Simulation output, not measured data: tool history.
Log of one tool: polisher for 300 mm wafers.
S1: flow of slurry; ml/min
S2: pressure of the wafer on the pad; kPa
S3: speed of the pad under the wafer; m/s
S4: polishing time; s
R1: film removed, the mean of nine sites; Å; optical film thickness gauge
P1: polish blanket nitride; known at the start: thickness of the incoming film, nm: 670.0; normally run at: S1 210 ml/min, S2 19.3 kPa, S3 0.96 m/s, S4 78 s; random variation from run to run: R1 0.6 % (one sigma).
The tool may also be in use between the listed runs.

{"run": 1, "hour": 3.3, "S1": 210, "S2": 19.3, "S3": 0.96, "S4": 78, "R1": 1040.6}
{"run": 2, "hour": 8.7, "S1": 210, "S2": 19.3, "S3": 0.48, "S4": 78, "R1": 601.61}
{"run": 3, "hour": 13.1, "S1": 210, "S2": 9, "S3": 0.96, "S4": 78, "R1": 483.41}
{"run": 4, "hour": 20.2, "S1": 210, "S2": 25.5, "S3": 0.96, "S4": 39, "R1": 686.44}
{"run": 5, "hour": 26.0, "S1": 210, "S2": 19.3, "S3": 0.96, "S4": 78, "R1": 1043.3}
{"run": 6, "hour": 30.7, "S1": 280, "S2": 19.3, "S3": 0.96, "S4": 78, "R1": 1074.6}
{"run": 7, "hour": 34.2, "S1": 210, "S2": 19.3, "S3": 0.96, "S4": 78, "R1": 1038.3}
{"run": 8, "hour": 39.3, "S1": 210, "S2": 11, "S3": 0.96, "S4": 45, "R1": 344.94}
{"run": 9, "hour": 43.7, "S1": 210, "S2": 19.3, "S3": 0.96, "S4": 58, "R1": 781.06}
{"run": 10, "hour": 48.7, "S1": 210, "S2": 24.8, "S3": 0.96, "S4": 78, "R1": 1338.7}
{"run": 11, "hour": 53.1, "S1": 125, "S2": 19.3, "S3": 0.96, "S4": 78, "R1": 966.53}
{"run": 12, "hour": 58.5, "S1": 210, "S2": 19.3, "S3": 0.96, "S4": 78, "R1": 1036.3}
{"run": 13, "hour": 63.6, "S1": 210, "S2": 19.3, "S3": 1.46, "S4": 78, "R1": 1443.5}
{"run": 14, "hour": 68.3, "S1": 210, "S2": 19.3, "S3": 0.96, "S4": 116, "R1": 1554.4}
{"run": 15, "hour": 73.7, "S1": 210, "S2": 19.3, "S3": 0.96, "S4": 78, "R1": 1047.5}
{"run": 16, "hour": 79.9, "S1": 210, "S2": 19.3, "S3": 0.96, "S4": 78, "R1": 1006.1}
{"run": 17, "hour": 84.8, "S1": 210, "S2": 19.3, "S3": 0.96, "S4": 78, "R1": 996.03}
{"run": 18, "hour": 91.6, "S1": 210, "S2": 19.3, "S3": 0.96, "S4": 78, "R1": 992.56}
{"run": 19, "hour": 98.1, "S1": 210, "S2": 19.3, "S3": 0.96, "S4": 78, "R1": 972.96}
{"hour": 103.5, "done": "worn pad replaced by a new one"}
{"run": 20, "hour": 103.6, "S1": 210, "S2": 19.3, "S3": 0.96, "S4": 78, "R1": 966.07}
{"run": 21, "hour": 110.6, "S1": 210, "S2": 19.3, "S3": 0.96, "S4": 78, "R1": 953.31}
{"run": 22, "hour": 117.7, "S1": 210, "S2": 19.3, "S3": 0.96, "S4": 78, "R1": 960.22}

What P1 gives has crept away from where it was. These 2 causes fit the log equally well, each at the size given:
A: head's pressure below its setpoint, % = 7.72
B: slurry flow missing at the pad, % = 39.4
The creep began at about hour 73.7.
Why every other cause is out:
removal rate lost through wear of the pad, %: serviced at hour 103.5, which brought nothing back

4 check runs are offered, one wafer each, their results left as question marks. Which one tells the causes apart?
{"run": "check 1", "hour": 124.8, "S1": 210, "S2": 9, "S3": 0.96, "S4": 111, "R1": "?"}
{"run": "check 2", "hour": 124.8, "S1": 125, "S2": 19.3, "S3": 0.96, "S4": 114, "R1": "?"}
{"run": "check 3", "hour": 124.8, "S1": 210, "S2": 19.3, "S3": 0.58, "S4": 78, "R1": "?"}
{"run": "check 4", "hour": 124.8, "S1": 210, "S2": 15.2, "S3": 1.32, "S4": 78, "R1": "?"}

What each check would give under each cause:
check=check_1 result=R1 if_A=636.22 if_B=636.13
check=check_2 result=R1 if_A=1293.8 if_B=1232.8
check=check_3 result=R1 if_A=643.45 if_B=643.36
check=check_4 result=R1 if_A=976.11 if_B=975.97
How far apart the two closest causes lie, in the result that separates them most: check 1 0.01 %; check 2 4.83 %; check 3 0.01 %; check 4 0.01 %
Only check 2 tells the causes apart: in the others they would give nearly the same result.

Check 2 was then run and gave: R1 1230.6 Å. Which cause is it?

It is B: slurry flow missing at the pad, %.

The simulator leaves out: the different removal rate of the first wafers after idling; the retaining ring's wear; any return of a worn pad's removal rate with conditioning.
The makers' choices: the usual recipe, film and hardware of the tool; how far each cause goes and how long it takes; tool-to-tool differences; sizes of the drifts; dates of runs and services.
